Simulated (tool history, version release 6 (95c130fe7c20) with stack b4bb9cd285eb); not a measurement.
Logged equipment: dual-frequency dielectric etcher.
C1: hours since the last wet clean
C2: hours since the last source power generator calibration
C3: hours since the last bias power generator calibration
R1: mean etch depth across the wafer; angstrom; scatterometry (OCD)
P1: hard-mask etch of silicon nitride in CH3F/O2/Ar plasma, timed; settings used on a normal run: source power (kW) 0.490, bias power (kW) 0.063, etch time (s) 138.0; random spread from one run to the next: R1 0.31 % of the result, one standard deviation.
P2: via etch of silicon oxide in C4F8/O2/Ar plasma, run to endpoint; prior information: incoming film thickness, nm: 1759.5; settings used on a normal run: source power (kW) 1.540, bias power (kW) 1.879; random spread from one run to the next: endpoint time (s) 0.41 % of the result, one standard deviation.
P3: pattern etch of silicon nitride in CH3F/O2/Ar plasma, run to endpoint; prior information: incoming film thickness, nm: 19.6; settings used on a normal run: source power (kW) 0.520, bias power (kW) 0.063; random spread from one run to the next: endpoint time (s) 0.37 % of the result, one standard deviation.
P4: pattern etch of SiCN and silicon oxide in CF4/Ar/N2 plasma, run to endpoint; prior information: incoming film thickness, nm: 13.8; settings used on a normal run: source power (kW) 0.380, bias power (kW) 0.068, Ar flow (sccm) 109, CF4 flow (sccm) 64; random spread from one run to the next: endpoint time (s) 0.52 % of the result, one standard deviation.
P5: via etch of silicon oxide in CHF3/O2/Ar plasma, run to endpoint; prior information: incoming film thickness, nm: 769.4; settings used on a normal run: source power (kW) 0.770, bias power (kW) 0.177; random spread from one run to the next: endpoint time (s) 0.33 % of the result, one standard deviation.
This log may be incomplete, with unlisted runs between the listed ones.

Run 1, day 0.192: process that ran P1, source power (kW) 0.490, bias power (kW) 0.063, etch time (s) 138.0; C1 343.6; C2 1815.8; C3 1264.4. Result: R1 987.81 angstrom.
Run 2, day 0.329: process that ran P1, source power (kW) 0.490, bias power (kW) 0.076, etch time (s) 138.0; C1 346.9; C2 1819.1; C3 1267.7. Result: R1 1055.40 angstrom.
Run 3, day 0.508: process that ran P4, source power (kW) 0.280, bias power (kW) 0.068, Ar flow (sccm) 109, CF4 flow (sccm) 64; C1 351.2; C2 1823.4; C3 1272.0. Result: endpoint time (s) 26.073.
Run 4, day 0.721: process that ran P5, source power (kW) 0.460, bias power (kW) 0.177; C1 356.3; C2 1828.5; C3 1277.1. Result: endpoint time (s) 439.170.
Run 5, day 0.862: process that ran P2, source power (kW) 1.120, bias power (kW) 1.879; C1 359.7; C2 1831.9; C3 1280.5. Result: endpoint time (s) 451.930.
Run 6, day 1.000: process that ran P1, source power (kW) 0.490, bias power (kW) 0.063, etch time (s) 138.0; C1 363.0; C2 1835.2; C3 1283.8. Result: R1 991.52 angstrom.
Run 7, day 1.283: process that ran P1, source power (kW) 0.340, bias power (kW) 0.063, etch time (s) 138.0; C1 369.8; C2 1842.0; C3 1290.6. Result: R1 864.18 angstrom.
Run 8, day 1.550: process that ran P5, source power (kW) 0.770, bias power (kW) 0.142; C1 376.2; C2 1848.4; C3 1297.0. Result: endpoint time (s) 390.470.
Run 9, day 1.817: process that ran P4, source power (kW) 0.380, bias power (kW) 0.068, Ar flow (sccm) 109, CF4 flow (sccm) 64; C1 382.6; C2 1854.8; C3 1303.4. Result: endpoint time (s) 20.030.
Run 10, day 1.988: process that ran P3, source power (kW) 0.520, bias power (kW) 0.063; C1 386.7; C2 1858.9; C3 1307.5. Result: endpoint time (s) 26.668.
Run 11, day 2.188: process that ran P1, source power (kW) 0.490, bias power (kW) 0.049, etch time (s) 104.5; C1 391.5; C2 1863.7; C3 1312.3. Result: R1 696.98 angstrom.
Run 12, day 2.342: process that ran P1, source power (kW) 0.490, bias power (kW) 0.063, etch time (s) 138.0; C1 395.2; C2 1867.4; C3 1316.0. Result: R1 990.50 angstrom.
Run 13, day 2.475: process that ran P2, source power (kW) 1.540, bias power (kW) 1.879; C1 398.4; C2 1870.6; C3 1319.2. Result: endpoint time (s) 401.270.
Run 14, day 2.675: process that ran P1, source power (kW) 0.490, bias power (kW) 0.063, etch time (s) 76.0; C1 403.2; C2 1875.4; C3 1324.0. Result: R1 545.40 angstrom.
Run 15, day 2.962: process that ran P1, source power (kW) 0.490, bias power (kW) 0.063, etch time (s) 138.0; C1 410.1; C2 1882.3; C3 1330.9. Result: R1 994.46 angstrom.
Run 16, day 3.192: process that ran P3, source power (kW) 0.520, bias power (kW) 0.037; C1 415.6; C2 1887.8; C3 1336.4. Result: endpoint time (s) 31.010.
Run 17, day 3.388: process that ran P5, source power (kW) 0.770, bias power (kW) 0.177; C1 420.3; C2 1892.5; C3 1341.1. Result: endpoint time (s) 362.010.
Run 18, day 3.542: process that ran P3, source power (kW) 0.520, bias power (kW) 0.063; C1 424.0; C2 1896.2; C3 1344.8. Result: endpoint time (s) 26.712.
Run 19, day 3.812: process that ran P1, source power (kW) 0.490, bias power (kW) 0.063, etch time (s) 205.5; C1 430.5; C2 1902.7; C3 1351.3. Result: R1 1480.70 angstrom.
At day 3.817: wet clean of the chamber.
Run 20, day 3.988: process that ran P4, source power (kW) 0.380, bias power (kW) 0.068, Ar flow (sccm) 109, CF4 flow (sccm) 89; C1 4.2; C2 1906.9; C3 1355.5. Result: endpoint time (s) 19.032.
Run 21, day 4.142: process that ran P1, source power (kW) 0.650, bias power (kW) 0.063, etch time (s) 138.0; C1 7.9; C2 1910.6; C3 1359.2. Result: R1 1108.50 angstrom.
Run 22, day 4.417: process that ran P1, source power (kW) 0.490, bias power (kW) 0.063, etch time (s) 138.0; C1 14.5; C2 1917.2; C3 1365.8. Result: R1 986.85 angstrom.
Run 23, day 4.683: process that ran P2, source power (kW) 1.540, bias power (kW) 1.147; C1 20.9; C2 1923.6; C3 1372.2. Result: endpoint time (s) 459.250.
Run 24, day 4.925: process that ran P4, source power (kW) 0.380, bias power (kW) 0.068, Ar flow (sccm) 65, CF4 flow (sccm) 64; C1 26.7; C2 1929.4; C3 1378.0. Result: endpoint time (s) 18.303.
Run 25, day 5.196: process that ran P3, source power (kW) 0.710, bias power (kW) 0.063; C1 33.2; C2 1935.9; C3 1384.5. Result: endpoint time (s) 23.584.
Run 26, day 5.342: process that ran P1, source power (kW) 0.490, bias power (kW) 0.039, etch time (s) 138.0; C1 36.7; C2 1939.4; C3 1388.0. Result: R1 858.41 angstrom.
Run 27, day 5.550: process that ran P4, source power (kW) 0.380, bias power (kW) 0.043, Ar flow (sccm) 109, CF4 flow (sccm) 64; C1 41.7; C2 1944.4; C3 1393.0. Result: endpoint time (s) 23.323.
Run 28, day 5.767: process that ran P1, source power (kW) 0.490, bias power (kW) 0.063, etch time (s) 138.0; C1 46.9; C2 1949.6; C3 1398.2. Result: R1 989.48 angstrom.
Run 29, day 6.050: process that ran P1, source power (kW) 0.490, bias power (kW) 0.063, etch time (s) 138.0; C1 53.7; C2 1956.4; C3 1405.0. Result: R1 983.93 angstrom.
Run 30, day 6.321: process that ran P1, source power (kW) 0.490, bias power (kW) 0.063, etch time (s) 138.0; C1 60.2; C2 1962.9; C3 1411.5. Result: R1 986.75 angstrom.
Run 31, day 6.579: process that ran P1, source power (kW) 0.490, bias power (kW) 0.063, etch time (s) 138.0; C1 66.4; C2 1969.1; C3 1417.7. Result: R1 979.58 angstrom.
Run 32, day 6.812: process that ran P1, source power (kW) 0.490, bias power (kW) 0.063, etch time (s) 138.0; C1 72.0; C2 1974.7; C3 1423.3. Result: R1 976.62 angstrom.
Run 33, day 7.038: process that ran P1, source power (kW) 0.490, bias power (kW) 0.063, etch time (s) 138.0; C1 77.4; C2 1980.1; C3 1428.7. Result: R1 976.12 angstrom.
At day 7.129: wet clean of the chamber.
Run 34, day 7.321: process that ran P1, source power (kW) 0.490, bias power (kW) 0.063, etch time (s) 138.0; C1 4.6; C2 1986.9; C3 1435.5. Result: R1 979.78 angstrom.
Run 35, day 7.546: process that ran P1, source power (kW) 0.490, bias power (kW) 0.063, etch time (s) 138.0; C1 10.0; C2 1992.3; C3 1440.9. Result: R1 973.49 angstrom.
Run 36, day 7.692: process that ran P1, source power (kW) 0.490, bias power (kW) 0.063, etch time (s) 138.0; C1 13.5; C2 1995.8; C3 1444.4. Result: R1 976.69 angstrom.
Run 37, day 7.867: process that ran P1, source power (kW) 0.490, bias power (kW) 0.063, etch time (s) 138.0; C1 17.7; C2 2000.0; C3 1448.6. Result: R1 979.59 angstrom.
Run 38, day 8.125: process that ran P1, source power (kW) 0.490, bias power (kW) 0.063, etch time (s) 138.0; C1 23.9; C2 2006.2; C3 1454.8. Result: R1 977.12 angstrom.
Run 39, day 8.325: process that ran P1, source power (kW) 0.490, bias power (kW) 0.063, etch time (s) 138.0; C1 28.7; C2 2011.0; C3 1459.6. Result: R1 977.70 angstrom.

The output of P1 has drifted from where it used to be. Each of the 2 causes below, taken at the size shown beside it, accounts for the log equally well:
A: bias power that arrives under what is set, % = 4.71
B: source power that arrives under what is set, % = 4
The onset of the drift is placed at about day 5.767.
Why every other cause is out:
chamber walls in a state that lowers the etch rate, %: serviced at day 7.129, which brought nothing back

Consider the 4 check runs below, whose results appear as question marks and each of which averages 3 wafers. Which one distinguishes the causes, in that each cause would give it a clearly different result?
Run check 1, day 8.525: process that ran P4, source power (kW) 0.380, bias power (kW) 0.068, Ar flow (sccm) 67, CF4 flow (sccm) 89. Result: endpoint time (s) ?.
Run check 2, day 8.525: process that ran P5, source power (kW) 0.560, bias power (kW) 0.151. Result: endpoint time (s) ?.
Run check 3, day 8.525: process that ran P2, source power (kW) 1.540, bias power (kW) 1.333. Result: endpoint time (s) ?.
Run check 4, day 8.525: process that ran P3, source power (kW) 0.670, bias power (kW) 0.046. Result: endpoint time (s) ?.

Outcome of each check run for each possible cause:
  check             result     if A     if B
check 1  endpoint time (s)   18.076   18.470
check 2  endpoint time (s)  436.510  436.560
check 3  endpoint time (s)  445.350  447.070
check 4  endpoint time (s)   26.953   27.016
Minimum pairwise separation of causes per check, each pair taken at its best-separating result: check 1 2.16 %; check 2 0.01 %; check 3 0.39 %; check 4 0.24 %
Check 1 is the one run that separates the causes; every other check would come out nearly the same whichever cause is at work.

The results of check 1 are: endpoint time (s) 18.492. Based on these, which of the listed causes is it?

The cause is B: source power that arrives under what is set, %.

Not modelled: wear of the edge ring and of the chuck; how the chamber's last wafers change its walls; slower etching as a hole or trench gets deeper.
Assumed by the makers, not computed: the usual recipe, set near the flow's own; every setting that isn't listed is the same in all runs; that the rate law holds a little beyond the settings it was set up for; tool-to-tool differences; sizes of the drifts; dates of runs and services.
